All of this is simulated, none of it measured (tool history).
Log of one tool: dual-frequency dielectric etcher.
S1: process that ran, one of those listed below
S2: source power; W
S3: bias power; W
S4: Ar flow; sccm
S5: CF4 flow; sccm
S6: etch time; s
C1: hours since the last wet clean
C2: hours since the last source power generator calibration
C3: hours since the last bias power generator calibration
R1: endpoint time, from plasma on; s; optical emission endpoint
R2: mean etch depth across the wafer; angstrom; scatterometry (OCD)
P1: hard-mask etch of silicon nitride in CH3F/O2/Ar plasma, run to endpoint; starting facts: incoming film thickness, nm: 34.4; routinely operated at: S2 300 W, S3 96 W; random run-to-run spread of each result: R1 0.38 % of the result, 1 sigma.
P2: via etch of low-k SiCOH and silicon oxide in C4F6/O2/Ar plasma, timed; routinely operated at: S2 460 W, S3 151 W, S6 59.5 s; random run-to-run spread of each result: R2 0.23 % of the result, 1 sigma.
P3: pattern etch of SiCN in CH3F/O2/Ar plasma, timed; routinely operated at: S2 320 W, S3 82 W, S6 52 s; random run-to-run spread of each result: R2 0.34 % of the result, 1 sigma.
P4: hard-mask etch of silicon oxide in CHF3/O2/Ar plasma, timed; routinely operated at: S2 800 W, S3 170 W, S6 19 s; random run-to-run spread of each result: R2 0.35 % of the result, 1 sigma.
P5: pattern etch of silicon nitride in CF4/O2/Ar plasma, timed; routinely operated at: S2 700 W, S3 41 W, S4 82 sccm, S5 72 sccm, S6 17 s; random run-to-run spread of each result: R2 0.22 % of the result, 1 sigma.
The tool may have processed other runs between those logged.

run 1 hour=8.7 | S1=P1 S2=300 S3=96 | C1=120.7 C2=1333.2 C3=3463.8 | R1=48.834
run 2 hour=15.6 | S1=P1 S2=190 S3=96 | C1=127.6 C2=1340.1 C3=3470.7 | R1=58.219
run 3 hour=21.3 | S1=P5 S2=700 S3=41 S4=82 S5=91 S6=17 | C1=133.3 C2=1345.8 C3=3476.4 | R2=414.47
run 4 hour=33.3 | S1=P1 S2=300 S3=96 | C1=145.3 C2=1357.8 C3=3488.4 | R1=48.72
run 5 hour=44.4 | S1=P2 S2=340 S3=151 S6=59.5 | C1=156.4 C2=1368.9 C3=3499.5 | R2=1495.1
run 6 hour=51.3 | S1=P1 S2=190 S3=80 | C1=163.3 C2=1375.8 C3=3506.4 | R1=61.954
run 7 hour=60 | S1=P4 S2=800 S3=170 S6=19 | C1=172 C2=1384.5 C3=3515.1 | R2=406.04
-- hour=60.2 source power generator calibrated
run 8 hour=70.4 | S1=P2 S2=460 S3=213 S6=59.5 | C1=182.4 C2=10.2 C3=3525.5 | R2=1874
run 9 hour=76 | S1=P4 S2=540 S3=170 S6=19 | C1=188 C2=15.8 C3=3531.1 | R2=347.71
run 10 hour=86.6 | S1=P1 S2=300 S3=96 | C1=198.6 C2=26.4 C3=3541.7 | R1=48.655
run 11 hour=99 | S1=P1 S2=430 S3=96 | C1=211 C2=38.8 C3=3554.1 | R1=43.086
run 12 hour=111.2 | S1=P5 S2=700 S3=41 S4=55 S5=72 S6=17 | C1=223.2 C2=51 C3=3566.3 | R2=425.55
run 13 hour=118.9 | S1=P3 S2=320 S3=82 S6=31 | C1=230.9 C2=58.7 C3=3574 | R2=111.89
run 14 hour=128.8 | S1=P1 S2=300 S3=61 | C1=240.8 C2=68.6 C3=3583.9 | R1=57.598
run 15 hour=136.5 | S1=P5 S2=400 S3=41 S4=82 S5=72 S6=17 | C1=248.5 C2=76.3 C3=3591.6 | R2=248.14
run 16 hour=147 | S1=P3 S2=220 S3=82 S6=52 | C1=259 C2=86.8 C3=3602.1 | R2=163.65
run 17 hour=158.3 | S1=P4 S2=800 S3=129 S6=19 | C1=270.3 C2=98.1 C3=3613.4 | R2=372.47
run 18 hour=164.5 | S1=P3 S2=320 S3=82 S6=52 | C1=276.5 C2=104.3 C3=3619.6 | R2=188.25
run 19 hour=174.5 | S1=P1 S2=300 S3=96 | C1=286.5 C2=114.3 C3=3629.6 | R1=48.736
-- hour=175.3 bias power generator calibrated
run 20 hour=182.8 | S1=P4 S2=800 S3=170 S6=19 | C1=294.8 C2=122.6 C3=7.5 | R2=404.78
run 21 hour=191.9 | S1=P3 S2=320 S3=98 S6=52 | C1=303.9 C2=131.7 C3=16.6 | R2=202.1
run 22 hour=200.7 | S1=P1 S2=300 S3=96 | C1=312.7 C2=140.5 C3=25.4 | R1=48.725
run 23 hour=211.1 | S1=P1 S2=300 S3=123 | C1=323.1 C2=150.9 C3=35.8 | R1=44.487
run 24 hour=222 | S1=P1 S2=300 S3=96 | C1=334 C2=161.8 C3=46.7 | R1=49.003
run 25 hour=233.9 | S1=P4 S2=800 S3=170 S6=11.5 | C1=345.9 C2=173.7 C3=58.6 | R2=246.86
run 26 hour=244.1 | S1=P1 S2=430 S3=129 | C1=356.1 C2=183.9 C3=68.8 | R1=38.566
run 27 hour=256.9 | S1=P2 S2=460 S3=151 S6=59.5 | C1=368.9 C2=196.7 C3=81.6 | R2=1688.5
run 28 hour=264.1 | S1=P3 S2=320 S3=82 S6=52 | C1=376.1 C2=203.9 C3=88.8 | R2=188.81
run 29 hour=271.8 | S1=P2 S2=460 S3=151 S6=79.5 | C1=383.8 C2=211.6 C3=96.5 | R2=2244.6
run 30 hour=279.7 | S1=P5 S2=700 S3=41 S4=82 S5=72 S6=9.5 | C1=391.7 C2=219.5 C3=104.4 | R2=225.36
run 31 hour=292.7 | S1=P5 S2=700 S3=41 S4=82 S5=72 S6=17 | C1=404.7 C2=232.5 C3=117.4 | R2=404.42
run 32 hour=298.4 | S1=P5 S2=700 S3=28 S4=82 S5=72 S6=17 | C1=410.4 C2=238.2 C3=123.1 | R2=354.77
run 33 hour=306.2 | S1=P2 S2=460 S3=151 S6=59.5 | C1=418.2 C2=246 C3=130.9 | R2=1689.6
run 34 hour=313.2 | S1=P1 S2=300 S3=96 | C1=425.2 C2=253 C3=137.9 | R1=48.607
run 35 hour=324.3 | S1=P1 S2=300 S3=96 | C1=436.3 C2=264.1 C3=149 | R1=49.168
run 36 hour=335.6 | S1=P1 S2=300 S3=96 | C1=447.6 C2=275.4 C3=160.3 | R1=49.817
run 37 hour=343.8 | S1=P1 S2=300 S3=96 | C1=455.8 C2=283.6 C3=168.5 | R1=49.461
-- hour=343.9 wet clean of the chamber
run 38 hour=356.6 | S1=P1 S2=300 S3=96 | C1=12.7 C2=296.4 C3=181.3 | R1=49.875
run 39 hour=366.1 | S1=P1 S2=300 S3=96 | C1=22.2 C2=305.9 C3=190.8 | R1=49.891
run 40 hour=374.4 | S1=P1 S2=300 S3=96 | C1=30.5 C2=314.2 C3=199.1 | R1=49.725

Something has made what P1 gives creep away from where it was; the 2 causes below, each at its own stated size, fit the log equally well:
A: bias power that arrives under what is set, % = 4.97
B: source power that arrives under what is set, % = 4.96
The process output started creeping at around hour 313.2.
Why every other cause is out:
chamber walls in a state that lowers the etch rate, %: serviced after onset, at hour 343.9, with no recovery of the prior output

The check runs listed below each take one wafer, and their results are still question marks. Under which run would the listed causes lead to clearly different results?
run check 1 hour=382.7 | S1=P3 S2=220 S3=82 S6=52 | R2=?
run check 2 hour=382.7 | S1=P4 S2=620 S3=134 S6=19 | R2=?
run check 3 hour=382.7 | S1=P2 S2=390 S3=180 S6=59.5 | R2=?
run check 4 hour=382.7 | S1=P5 S2=700 S3=28 S4=82 S5=72 S6=17 | R2=?

Check results expected under each cause:
check=check_1 result=R2 if_A=161.13 if_B=161.2
check=check_2 result=R2 if_A=335.76 if_B=334.46
check=check_3 result=R2 if_A=1639.4 if_B=1633.3
check=check_4 result=R2 if_A=348.64 if_B=338.65
Distance between the nearest two causes, measured in the result of the check that separates them most: check 1 0.04 %; check 2 0.39 %; check 3 0.37 %; check 4 2.91 %
Check 4 is the one run that separates the causes; every other check would come out nearly the same whichever cause is at work.

With check 4 done, the readings were: R2 338.69 angstrom. Identify which of the listed causes applies.

B is the cause: source power that arrives under what is set, %.
